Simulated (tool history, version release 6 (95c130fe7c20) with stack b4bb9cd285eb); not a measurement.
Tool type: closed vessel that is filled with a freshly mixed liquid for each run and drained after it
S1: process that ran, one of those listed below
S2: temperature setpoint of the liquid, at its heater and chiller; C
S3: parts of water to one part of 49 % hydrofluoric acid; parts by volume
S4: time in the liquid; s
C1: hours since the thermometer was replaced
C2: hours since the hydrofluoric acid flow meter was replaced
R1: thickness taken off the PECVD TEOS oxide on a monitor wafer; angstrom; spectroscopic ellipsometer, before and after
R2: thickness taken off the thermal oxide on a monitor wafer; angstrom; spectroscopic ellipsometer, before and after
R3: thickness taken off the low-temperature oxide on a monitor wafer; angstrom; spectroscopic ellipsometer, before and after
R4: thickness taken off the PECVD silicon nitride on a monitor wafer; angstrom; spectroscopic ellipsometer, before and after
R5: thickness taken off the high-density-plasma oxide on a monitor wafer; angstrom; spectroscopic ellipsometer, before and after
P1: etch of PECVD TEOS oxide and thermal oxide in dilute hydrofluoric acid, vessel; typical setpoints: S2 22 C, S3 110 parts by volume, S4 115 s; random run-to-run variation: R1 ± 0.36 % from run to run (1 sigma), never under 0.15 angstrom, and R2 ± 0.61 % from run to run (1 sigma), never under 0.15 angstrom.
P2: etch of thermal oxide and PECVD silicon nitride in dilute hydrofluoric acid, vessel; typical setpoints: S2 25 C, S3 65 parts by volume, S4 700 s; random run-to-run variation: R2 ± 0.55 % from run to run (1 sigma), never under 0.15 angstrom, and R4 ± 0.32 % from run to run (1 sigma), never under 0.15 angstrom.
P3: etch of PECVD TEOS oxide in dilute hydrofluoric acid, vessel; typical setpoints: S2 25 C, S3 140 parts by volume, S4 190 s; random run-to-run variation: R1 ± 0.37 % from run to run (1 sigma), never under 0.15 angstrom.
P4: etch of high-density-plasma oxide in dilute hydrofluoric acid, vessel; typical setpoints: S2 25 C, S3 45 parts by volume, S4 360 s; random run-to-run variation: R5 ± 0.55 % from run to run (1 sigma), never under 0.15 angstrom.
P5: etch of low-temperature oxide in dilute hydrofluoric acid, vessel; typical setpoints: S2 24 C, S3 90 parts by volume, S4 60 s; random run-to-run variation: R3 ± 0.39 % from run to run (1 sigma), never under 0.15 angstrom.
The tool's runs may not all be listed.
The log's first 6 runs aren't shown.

run 7 hour=78.4 | S1=P4 S2=18 S3=45 S4=360 | C1=1682 C2=728.2 | R5=396.6
run 8 hour=91.2 | S1=P1 S2=22 S3=155 S4=115 | C1=1694.8 C2=741 | R1=120.28 R2=29.299
run 9 hour=100.8 | S1=P3 S2=25 S3=140 S4=50 | C1=1704.4 C2=750.6 | R1=53.742
run 10 hour=107.8 | S1=P5 S2=24 S3=90 S4=60 | C1=1711.4 C2=757.6 | R3=162.96
run 11 hour=119.9 | S1=P1 S2=22 S3=110 S4=115 | C1=1723.5 C2=769.7 | R1=178.35 R2=44.005
run 12 hour=129.3 | S1=P2 S2=21 S3=65 S4=700 | C1=1732.9 C2=779.1 | R2=486.3 R4=148.47
run 13 hour=143.7 | S1=P1 S2=22 S3=110 S4=115 | C1=1747.3 C2=793.5 | R1=178.48 R2=44.608
run 14 hour=152.7 | S1=P4 S2=25 S3=70 S4=360 | C1=1756.3 C2=802.5 | R5=329.07
run 15 hour=161.2 | S1=P1 S2=22 S3=65 S4=115 | C1=1764.8 C2=811 | R1=317.41 R2=77.838
run 16 hour=174.3 | S1=P4 S2=25 S3=45 S4=360 | C1=1777.9 C2=824.1 | R5=530.97
run 17 hour=187.9 | S1=P3 S2=29 S3=140 S4=190 | C1=1791.5 C2=837.7 | R1=236.58
run 18 hour=195 | S1=P2 S2=25 S3=65 S4=295 | C1=1798.6 C2=844.8 | R2=240.23 R4=82.17
run 19 hour=209.6 | S1=P5 S2=27.5 S3=90 S4=60 | C1=1813.2 C2=859.4 | R3=186.2
run 20 hour=216.7 | S1=P2 S2=25 S3=115 S4=700 | C1=1820.3 C2=866.5 | R2=302.27 R4=110.65
run 21 hour=226.7 | S1=P1 S2=22 S3=110 S4=115 | C1=1830.3 C2=876.5 | R1=177.21 R2=43.905
run 22 hour=240.1 | S1=P1 S2=22 S3=110 S4=65 | C1=1843.7 C2=889.9 | R1=101.04 R2=25.055
run 23 hour=255 | S1=P4 S2=25 S3=45 S4=590 | C1=1858.6 C2=904.8 | R5=873.88
run 24 hour=264.7 | S1=P4 S2=25 S3=45 S4=360 | C1=1868.3 C2=914.5 | R5=526.23
run 25 hour=272.6 | S1=P1 S2=22 S3=110 S4=115 | C1=1876.2 C2=922.4 | R1=178.21 R2=44.342
run 26 hour=283.8 | S1=P1 S2=27.5 S3=110 S4=115 | C1=1887.4 C2=933.6 | R1=220.45 R2=54.478
run 27 hour=292.5 | S1=P1 S2=22 S3=70 S4=30 | C1=1896.1 C2=942.3 | R1=77.022 R2=18.65

What will run 28 give?
run 28 hour=307.9 | S1=P1 S2=22 S3=110 S4=190 | C1=1911.5 C2=957.7 | R1=? R2=?

R1: 295.87 angstrom
R2: 72.606 angstrom
